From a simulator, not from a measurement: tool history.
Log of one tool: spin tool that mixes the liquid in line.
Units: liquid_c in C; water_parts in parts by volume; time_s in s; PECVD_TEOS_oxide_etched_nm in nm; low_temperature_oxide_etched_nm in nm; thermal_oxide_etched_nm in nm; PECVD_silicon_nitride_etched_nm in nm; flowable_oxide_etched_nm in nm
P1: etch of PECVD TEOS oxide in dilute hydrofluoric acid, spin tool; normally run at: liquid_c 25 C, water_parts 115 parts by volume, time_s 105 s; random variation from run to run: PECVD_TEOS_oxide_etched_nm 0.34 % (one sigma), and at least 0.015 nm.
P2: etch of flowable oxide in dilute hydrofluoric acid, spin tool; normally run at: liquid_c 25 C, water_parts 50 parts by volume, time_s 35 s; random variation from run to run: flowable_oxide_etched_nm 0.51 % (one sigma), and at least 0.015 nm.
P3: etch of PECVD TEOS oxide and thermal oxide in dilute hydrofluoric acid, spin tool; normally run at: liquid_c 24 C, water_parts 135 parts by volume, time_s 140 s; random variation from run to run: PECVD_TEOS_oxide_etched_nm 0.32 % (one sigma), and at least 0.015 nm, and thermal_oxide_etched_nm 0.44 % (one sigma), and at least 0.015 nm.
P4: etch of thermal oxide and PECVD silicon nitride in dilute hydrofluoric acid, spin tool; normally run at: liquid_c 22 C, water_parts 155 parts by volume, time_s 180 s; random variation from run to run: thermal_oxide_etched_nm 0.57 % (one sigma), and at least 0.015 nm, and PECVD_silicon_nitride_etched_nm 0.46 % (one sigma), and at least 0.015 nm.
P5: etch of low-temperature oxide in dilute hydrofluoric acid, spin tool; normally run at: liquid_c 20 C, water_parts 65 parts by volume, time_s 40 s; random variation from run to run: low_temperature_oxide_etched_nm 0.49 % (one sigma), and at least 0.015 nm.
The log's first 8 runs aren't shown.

run	day	process	liquid_c	water_parts	time_s	PECVD_TEOS_oxide_etched_nm	low_temperature_oxide_etched_nm	thermal_oxide_etched_nm	PECVD_silicon_nitride_etched_nm	flowable_oxide_etched_nm
9	5.1	P3	24	135	140	9.6543		4.5723		
10	5.462	P2	25	20	35					79.987
11	6.146	P1	21	115	20	2.0938				
12	6.788	P3	24	135	40	2.7665		1.3137		
13	7.55	P5	20	65	40		10.006			
14	8.192	P1	25	115	105	12.832				
15	8.638	P1	17.5	115	105	9.4643				
16	9.162	P5	17	65	40		8.7972			
17	9.75	P1	25	115	15	1.8317				
18	10.312	P1	29.5	115	105	15.183				
19	10.992	P1	25	185	105	7.3876				
20	11.429	P1	25	115	195	23.736				
21	11.996	P1	25	50	105	32.032				
22	12.571	P3	19.5	135	140	8.095		3.8811		
23	12.942	P4	22	255	180			2.6366	2.9575	
24	13.642	P2	25	50	35					30.738
25	14.383	P5	20	65	75		18.822			
26	15.004	P2	25	50	65					57.059
27	15.396	P4	29.5	155	180			6.2569	7.702	

Run 28 comes next. What will it give?
28	16.162	P3	24	230	140	?		?		

Run 28 gave PECVD_TEOS_oxide_etched_nm 5.0509 nm, thermal_oxide_etched_nm 2.4639 nm.
